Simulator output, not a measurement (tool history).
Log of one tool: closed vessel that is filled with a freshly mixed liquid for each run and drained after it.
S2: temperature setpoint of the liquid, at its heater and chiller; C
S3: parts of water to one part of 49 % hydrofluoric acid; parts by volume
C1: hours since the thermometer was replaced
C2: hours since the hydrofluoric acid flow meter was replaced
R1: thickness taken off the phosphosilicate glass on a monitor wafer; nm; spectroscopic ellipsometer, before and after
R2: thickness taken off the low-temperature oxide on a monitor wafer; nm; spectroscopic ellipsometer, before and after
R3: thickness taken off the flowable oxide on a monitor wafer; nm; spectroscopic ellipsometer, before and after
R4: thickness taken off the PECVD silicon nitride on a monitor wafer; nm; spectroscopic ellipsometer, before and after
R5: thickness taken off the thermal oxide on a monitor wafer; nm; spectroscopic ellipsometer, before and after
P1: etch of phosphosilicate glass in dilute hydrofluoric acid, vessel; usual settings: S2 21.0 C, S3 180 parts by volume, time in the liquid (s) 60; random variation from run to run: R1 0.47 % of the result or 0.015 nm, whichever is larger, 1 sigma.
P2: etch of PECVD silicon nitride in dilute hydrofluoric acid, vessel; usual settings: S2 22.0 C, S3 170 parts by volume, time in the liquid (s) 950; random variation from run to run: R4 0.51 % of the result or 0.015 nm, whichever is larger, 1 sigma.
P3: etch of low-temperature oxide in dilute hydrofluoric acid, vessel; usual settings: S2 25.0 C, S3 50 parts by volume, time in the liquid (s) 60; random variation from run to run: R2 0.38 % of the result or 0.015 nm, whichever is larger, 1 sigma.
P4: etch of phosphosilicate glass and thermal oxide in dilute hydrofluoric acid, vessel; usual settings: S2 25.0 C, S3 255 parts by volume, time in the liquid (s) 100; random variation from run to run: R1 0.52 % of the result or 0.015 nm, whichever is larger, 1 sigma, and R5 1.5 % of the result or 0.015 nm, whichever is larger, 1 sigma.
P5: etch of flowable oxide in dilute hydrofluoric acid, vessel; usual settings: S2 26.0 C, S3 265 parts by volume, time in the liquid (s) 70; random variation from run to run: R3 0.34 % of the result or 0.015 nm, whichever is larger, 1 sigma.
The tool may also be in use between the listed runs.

{"run": 1, "hour": 18.9, "process that ran": "P1", "S2": 21.0, "S3": 180, "time in the liquid (s)": 60, "C1": 738.4, "C2": 675.0, "R1": 55.807}
{"run": 2, "hour": 29.9, "process that ran": "P3", "S2": 25.0, "S3": 50, "time in the liquid (s)": 60, "C1": 749.4, "C2": 686.0, "R2": 28.237}
{"run": 3, "hour": 44.8, "process that ran": "P5", "S2": 17.5, "S3": 265, "time in the liquid (s)": 70, "C1": 764.3, "C2": 700.9, "R3": 5.4775}
{"run": 4, "hour": 61.1, "process that ran": "P2", "S2": 22.0, "S3": 170, "time in the liquid (s)": 950, "C1": 780.6, "C2": 717.2, "R4": 13.141}
{"run": 5, "hour": 71.4, "process that ran": "P4", "S2": 25.0, "S3": 255, "time in the liquid (s)": 30, "C1": 790.9, "C2": 727.5, "R1": 17.317, "R5": 0.48674}
{"run": 6, "hour": 84.2, "process that ran": "P3", "S2": 25.0, "S3": 75, "time in the liquid (s)": 60, "C1": 803.7, "C2": 740.3, "R2": 18.162}
{"run": 7, "hour": 95.2, "process that ran": "P1", "S2": 21.0, "S3": 275, "time in the liquid (s)": 60, "C1": 814.7, "C2": 751.3, "R1": 33.448}
{"run": 8, "hour": 105.4, "process that ran": "P4", "S2": 25.0, "S3": 255, "time in the liquid (s)": 100, "C1": 824.9, "C2": 761.5, "R1": 57.706, "R5": 1.4827}
{"run": 9, "hour": 115.3, "process that ran": "P5", "S2": 26.0, "S3": 65, "time in the liquid (s)": 70, "C1": 834.8, "C2": 771.4, "R3": 38.673}
{"run": 10, "hour": 123.9, "process that ran": "P2", "S2": 22.0, "S3": 30, "time in the liquid (s)": 950, "C1": 843.4, "C2": 780.0, "R4": 71.997}
{"run": 11, "hour": 135.8, "process that ran": "P1", "S2": 21.0, "S3": 180, "time in the liquid (s)": 60, "C1": 855.3, "C2": 791.9, "R1": 55.885}
{"run": 12, "hour": 150.6, "process that ran": "P4", "S2": 17.0, "S3": 255, "time in the liquid (s)": 100, "C1": 870.1, "C2": 806.7, "R1": 43.46, "R5": 1.1191}
{"run": 13, "hour": 166.0, "process that ran": "P1", "S2": 21.0, "S3": 180, "time in the liquid (s)": 30, "C1": 885.5, "C2": 822.1, "R1": 28.01}
{"run": 14, "hour": 181.0, "process that ran": "P3", "S2": 25.0, "S3": 50, "time in the liquid (s)": 60, "C1": 900.5, "C2": 837.1, "R2": 28.022}
{"run": 15, "hour": 197.3, "process that ran": "P3", "S2": 25.0, "S3": 50, "time in the liquid (s)": 120, "C1": 916.8, "C2": 853.4, "R2": 56.129}
{"hour": 202.9, "done": "hydrofluoric acid flow meter replaced"}
{"run": 16, "hour": 206.3, "process that ran": "P5", "S2": 26.0, "S3": 265, "time in the liquid (s)": 70, "C1": 925.8, "C2": 3.4, "R3": 7.4304}
{"run": 17, "hour": 218.2, "process that ran": "P1", "S2": 21.0, "S3": 180, "time in the liquid (s)": 60, "C1": 937.7, "C2": 15.3, "R1": 55.722}
{"run": 18, "hour": 231.6, "process that ran": "P2", "S2": 17.0, "S3": 170, "time in the liquid (s)": 950, "C1": 951.1, "C2": 28.7, "R4": 9.4578}
{"run": 19, "hour": 240.0, "process that ran": "P1", "S2": 21.0, "S3": 180, "time in the liquid (s)": 60, "C1": 959.5, "C2": 37.1, "R1": 56.065}
{"run": 20, "hour": 257.9, "process that ran": "P1", "S2": 21.0, "S3": 180, "time in the liquid (s)": 100, "C1": 977.4, "C2": 55.0, "R1": 92.742}
{"run": 21, "hour": 270.0, "process that ran": "P1", "S2": 28.0, "S3": 180, "time in the liquid (s)": 60, "C1": 989.5, "C2": 67.1, "R1": 72.876}
{"run": 22, "hour": 287.4, "process that ran": "P1", "S2": 17.0, "S3": 180, "time in the liquid (s)": 60, "C1": 1006.9, "C2": 84.5, "R1": 47.488}
{"run": 23, "hour": 302.9, "process that ran": "P2", "S2": 22.0, "S3": 170, "time in the liquid (s)": 240, "C1": 1022.4, "C2": 100.0, "R4": 3.3269}
{"run": 24, "hour": 318.4, "process that ran": "P4", "S2": 25.0, "S3": 255, "time in the liquid (s)": 100, "C1": 1037.9, "C2": 115.5, "R1": 57.846, "R5": 1.5436}
{"run": 25, "hour": 337.3, "process that ran": "P1", "S2": 21.0, "S3": 60, "time in the liquid (s)": 60, "C1": 1056.8, "C2": 134.4, "R1": 190.33}
{"run": 26, "hour": 349.0, "process that ran": "P5", "S2": 26.0, "S3": 265, "time in the liquid (s)": 110, "C1": 1068.5, "C2": 146.1, "R3": 11.691}
{"run": 27, "hour": 366.2, "process that ran": "P3", "S2": 30.0, "S3": 50, "time in the liquid (s)": 60, "C1": 1085.7, "C2": 163.3, "R2": 34.456}
{"run": 28, "hour": 382.6, "process that ran": "P1", "S2": 21.0, "S3": 180, "time in the liquid (s)": 60, "C1": 1102.1, "C2": 179.7, "R1": 55.313}
{"run": 29, "hour": 394.8, "process that ran": "P4", "S2": 25.0, "S3": 65, "time in the liquid (s)": 100, "C1": 1114.3, "C2": 191.9, "R1": 282.83, "R5": 7.5401}
{"run": 30, "hour": 406.0, "process that ran": "P1", "S2": 21.0, "S3": 180, "time in the liquid (s)": 60, "C1": 1125.5, "C2": 203.1, "R1": 55.099}
{"run": 31, "hour": 416.2, "process that ran": "P1", "S2": 17.0, "S3": 90, "time in the liquid (s)": 60, "C1": 1135.7, "C2": 213.3, "R1": 103.98}
{"run": 32, "hour": 432.2, "process that ran": "P1", "S2": 21.0, "S3": 180, "time in the liquid (s)": 60, "C1": 1151.7, "C2": 229.3, "R1": 55.701}
{"run": 33, "hour": 446.8, "process that ran": "P1", "S2": 21.0, "S3": 180, "time in the liquid (s)": 60, "C1": 1166.3, "C2": 243.9, "R1": 54.088}
{"run": 34, "hour": 465.2, "process that ran": "P1", "S2": 21.0, "S3": 180, "time in the liquid (s)": 60, "C1": 1184.7, "C2": 262.3, "R1": 52.984}
{"run": 35, "hour": 484.5, "process that ran": "P1", "S2": 21.0, "S3": 180, "time in the liquid (s)": 60, "C1": 1204.0, "C2": 281.6, "R1": 52.486}
{"run": 36, "hour": 495.4, "process that ran": "P1", "S2": 21.0, "S3": 180, "time in the liquid (s)": 60, "C1": 1214.9, "C2": 292.5, "R1": 52.185}
{"run": 37, "hour": 511.5, "process that ran": "P1", "S2": 21.0, "S3": 180, "time in the liquid (s)": 60, "C1": 1231.0, "C2": 308.6, "R1": 52.31}
{"run": 38, "hour": 520.2, "process that ran": "P1", "S2": 21.0, "S3": 180, "time in the liquid (s)": 60, "C1": 1239.7, "C2": 317.3, "R1": 51.901}
{"run": 39, "hour": 538.6, "process that ran": "P1", "S2": 21.0, "S3": 180, "time in the liquid (s)": 60, "C1": 1258.1, "C2": 335.7, "R1": 51.711}

What P1 gives has crept away from where it was. These 2 causes fit the log equally well, each at the size given:
A: hydrofluoric acid flow below the setpoint (%) = 5.85
B: liquid colder than its thermometer reads (K) = 1.84
The creep began at about hour 432.2.

4 check runs are offered, one wafer each, their results left as question marks. Which one tells the causes apart?
{"run": "check 1", "hour": 557.0, "process that ran": "P5", "S2": 18.0, "S3": 265, "time in the liquid (s)": 70, "R3": "?"}
{"run": "check 2", "hour": 557.0, "process that ran": "P2", "S2": 22.0, "S3": 40, "time in the liquid (s)": 950, "R4": "?"}
{"run": "check 3", "hour": 557.0, "process that ran": "P3", "S2": 25.0, "S3": 75, "time in the liquid (s)": 100, "R2": "?"}
{"run": "check 4", "hour": 557.0, "process that ran": "P4", "S2": 17.0, "S3": 175, "time in the liquid (s)": 100, "R1": "?", "R5": "?"}

What each check would give under each cause:
check=check_1 result=R3 if_A=5.1623 if_B=5.1821
check=check_2 result=R4 if_A=51.4070 if_B=47.9940
check=check_3 result=R2 if_A=28.395 if_B=28.173
check=check_4 result=R1 if_A=62.781 if_B=62.488
check=check_4 result=R5 if_A=1.66820 if_B=1.66050
How far apart the two closest causes lie, in the result that separates them most: check 1 0.38 %; check 2 6.87 %; check 3 0.79 %; check 4 0.47 %
Check 2 tells the causes apart: in the others they would give nearly the same result.

Check 2 was then run and gave: R4 51.3680 nm. Which cause is it?

It is A: hydrofluoric acid flow below the setpoint (%).
